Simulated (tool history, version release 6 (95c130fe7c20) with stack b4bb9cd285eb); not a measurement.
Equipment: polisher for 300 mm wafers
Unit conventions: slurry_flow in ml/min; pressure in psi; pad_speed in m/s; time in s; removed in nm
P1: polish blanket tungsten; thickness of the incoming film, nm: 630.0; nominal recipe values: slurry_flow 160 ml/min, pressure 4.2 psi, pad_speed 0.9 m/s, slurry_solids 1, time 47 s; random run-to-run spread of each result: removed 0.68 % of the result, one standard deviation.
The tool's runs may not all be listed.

| run | hour | slurry_flow | pressure | pad_speed | slurry_solids | time | removed |
|---|---|---|---|---|---|---|---|
| 1 | 8.7 | 160 | 4.2 | 0.9 | 1 | 47 | 188.35 |
| 2 | 14.8 | 160 | 4.2 | 0.9 | 0.7 | 47 | 171.86 |
|  | 19.1 | slurry tank refilled with fresh slurry and peroxide |
| 3 | 23.2 | 240 | 4.2 | 0.9 | 1 | 47 | 201 |
| 4 | 32.8 | 160 | 4.2 | 0.9 | 1 | 47 | 189.41 |
| 5 | 41.2 | 160 | 4.2 | 0.9 | 1 | 47 | 190.31 |
| 6 | 48.9 | 95 | 4.2 | 0.9 | 1 | 47 | 167.85 |
|  | 54.3 | worn pad replaced by a new one |
| 7 | 56.1 | 160 | 4.2 | 0.54 | 1 | 47 | 114.08 |
|  | 65.2 | head pressure recalibrated |
| 8 | 65.2 | 160 | 4.2 | 0.9 | 1 | 47 | 187.9 |
| 9 | 70.8 | 160 | 4.2 | 0.9 | 1 | 47 | 190.54 |
| 10 | 76 | 160 | 4.2 | 0.9 | 0.6 | 72 | 258.67 |
| 11 | 84.5 | 160 | 4.2 | 0.9 | 1 | 22 | 88.043 |
| 12 | 90.8 | 160 | 4.2 | 0.9 | 1 | 73 | 291.45 |
| 13 | 99.4 | 160 | 2.9 | 0.9 | 0.6 | 47 | 116.32 |
| 14 | 105.1 | 160 | 4.2 | 1.32 | 1 | 47 | 277.6 |
| 15 | 113.2 | 160 | 4.2 | 0.9 | 1 | 47 | 187.8 |
| 16 | 118.4 | 160 | 4.2 | 0.9 | 1.4 | 47 | 205.99 |
| 17 | 122.9 | 160 | 6 | 0.9 | 1 | 47 | 273.6 |
| 18 | 127.9 | 160 | 2.3 | 0.9 | 1 | 47 | 101.78 |
| 19 | 135 | 160 | 5.5 | 0.9 | 1.25 | 47 | 261.6 |
| 20 | 142 | 160 | 4.2 | 0.9 | 1 | 47 | 188.17 |
| 21 | 146.4 | 160 | 4.2 | 0.9 | 1 | 47 | 186.24 |
| 22 | 152.5 | 160 | 4.2 | 0.9 | 1 | 47 | 179.39 |
| 23 | 160.8 | 160 | 4.2 | 0.9 | 1 | 47 | 176.42 |

What will run 24 give?
|  | 168.2 | slurry blender recalibrated |
|  | 170.6 | head pressure recalibrated |
| 24 | 170.6 | 160 | 4.2 | 0.9 | 1 | 47 | ? |

{"run 24": {"removed": 173.31}}
